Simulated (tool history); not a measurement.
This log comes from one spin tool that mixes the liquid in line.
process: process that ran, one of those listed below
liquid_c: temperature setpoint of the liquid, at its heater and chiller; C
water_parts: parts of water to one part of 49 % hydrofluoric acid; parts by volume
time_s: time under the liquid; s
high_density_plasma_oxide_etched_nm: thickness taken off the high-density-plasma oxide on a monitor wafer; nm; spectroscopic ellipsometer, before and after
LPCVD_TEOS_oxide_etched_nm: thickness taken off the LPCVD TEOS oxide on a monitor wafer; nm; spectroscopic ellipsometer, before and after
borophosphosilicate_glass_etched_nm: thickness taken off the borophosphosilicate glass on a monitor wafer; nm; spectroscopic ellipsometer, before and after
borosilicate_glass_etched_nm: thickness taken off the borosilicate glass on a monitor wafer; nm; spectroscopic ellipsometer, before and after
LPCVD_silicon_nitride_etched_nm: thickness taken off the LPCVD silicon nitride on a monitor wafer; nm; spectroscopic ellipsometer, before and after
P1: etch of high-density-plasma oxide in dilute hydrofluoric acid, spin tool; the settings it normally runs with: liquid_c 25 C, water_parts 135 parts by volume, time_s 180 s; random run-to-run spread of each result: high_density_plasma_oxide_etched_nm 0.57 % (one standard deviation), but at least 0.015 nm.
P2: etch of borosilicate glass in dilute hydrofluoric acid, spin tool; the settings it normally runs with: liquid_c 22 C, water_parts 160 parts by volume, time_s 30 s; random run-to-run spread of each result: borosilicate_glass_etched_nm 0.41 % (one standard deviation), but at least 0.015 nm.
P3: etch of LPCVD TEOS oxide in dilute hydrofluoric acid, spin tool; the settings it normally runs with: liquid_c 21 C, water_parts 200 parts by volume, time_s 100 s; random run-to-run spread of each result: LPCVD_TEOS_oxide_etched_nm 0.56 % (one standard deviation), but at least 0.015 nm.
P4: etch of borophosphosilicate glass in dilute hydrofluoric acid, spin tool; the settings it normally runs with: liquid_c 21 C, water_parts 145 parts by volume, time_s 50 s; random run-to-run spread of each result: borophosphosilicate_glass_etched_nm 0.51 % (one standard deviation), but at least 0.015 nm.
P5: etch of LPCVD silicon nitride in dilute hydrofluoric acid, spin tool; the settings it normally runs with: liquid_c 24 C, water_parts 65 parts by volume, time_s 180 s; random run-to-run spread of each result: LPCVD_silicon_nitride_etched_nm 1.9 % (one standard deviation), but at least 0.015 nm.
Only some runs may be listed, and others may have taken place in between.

run,hour,process,liquid_c,water_parts,time_s,hours since the thermometer was replaced,hours since the hydrofluoric acid flow meter was replaced,high_density_plasma_oxide_etched_nm,LPCVD_TEOS_oxide_etched_nm,borophosphosilicate_glass_etched_nm,borosilicate_glass_etched_nm,LPCVD_silicon_nitride_etched_nm
1,3.5,P1,25,135,180,555.1,1109,9.8071,,,,
2,8,P3,21,200,145,559.6,1113.5,,15.316,,,
3,11.6,P3,21,200,100,563.2,1117.1,,10.722,,,
4,14.2,P4,21,145,75,565.8,1119.7,,,14.384,,
5,18.3,P1,17.5,135,180,569.9,1123.8,7.2394,,,,
6,22.4,P1,25,135,345,574,1127.9,18.762,,,,
7,27,P1,21,135,55,578.6,1132.5,2.5564,,,,
8,29.5,P4,21,260,50,581.1,1135,,,4.7095,,
9,33.3,P2,22,160,30,584.9,1138.8,,,,7.9094,
10,37.2,P2,22,160,30,588.8,1142.7,,,,7.8695,
11,40.8,P2,22,160,15,592.4,1146.3,,,,3.9411,
12,44.3,P3,21,55,100,595.9,1149.8,,45.563,,,
13,49.9,P3,21,200,100,601.5,1155.4,,10.63,,,
14,55.6,P1,21,135,300,607.2,1161.1,13.961,,,,
15,58.7,P5,24,40,180,610.3,1164.2,,,,,2.2407
16,62.6,P5,29,65,180,614.2,1168.1,,,,,1.9473
17,65.2,P4,21,145,50,616.8,1170.7,,,9.5618,,
18,68.4,P1,25,135,180,620,1173.9,9.7395,,,,
19,71.5,P2,17,160,30,623.1,1177,,,,6.4475,
20,74.8,P4,28.5,145,50,626.4,1180.3,,,12.762,,
21,79.9,P1,21,225,180,631.5,1185.4,4.6067,,,,
22,83.8,P2,22,240,30,635.4,1189.3,,,,4.8374,
23,86.7,P1,25,245,180,638.3,1192.2,4.7473,,,,
24,90.9,P1,25,45,180,642.5,1196.4,32.906,,,,
25,94.4,P5,24,65,100,646,1199.9,,,,,0.77119
26,97.3,P5,24,65,180,648.9,1202.8,,,,,1.3913
27,101.4,P1,25,135,25,653,1206.9,1.3256,,,,
28,106.8,P1,25,135,180,658.4,1212.3,9.7273,,,,
29,112.4,P1,29,135,180,664,1217.9,11.457,,,,
30,115.8,P1,25,135,180,667.4,1221.3,9.8372,,,,
31,121,P3,17.5,200,100,672.6,1226.5,,9.3608,,,
32,124.1,P4,21,145,50,675.7,1229.6,,,9.5497,,
33,129.4,P1,25,135,180,681,1234.9,9.7954,,,,
34,132.7,P1,25,135,180,684.3,1238.2,9.7798,,,,
35,136.4,P1,25,135,180,688,1241.9,10.036,,,,
36,139,P1,25,135,180,690.6,1244.5,10.25,,,,
37,143.3,P1,25,135,180,694.9,1248.8,10.331,,,,
38,146.9,P1,25,135,180,698.5,1252.4,10.449,,,,
39,149.8,P1,25,135,180,701.4,1255.3,10.469,,,,
40,154.9,P1,25,135,180,706.5,1260.4,10.481,,,,

Run 41 is up next; what results do you expect?
41,158,P1,25,135,180,709.6,1263.5,?,,,,

high_density_plasma_oxide_etched_nm: 10.568 nm
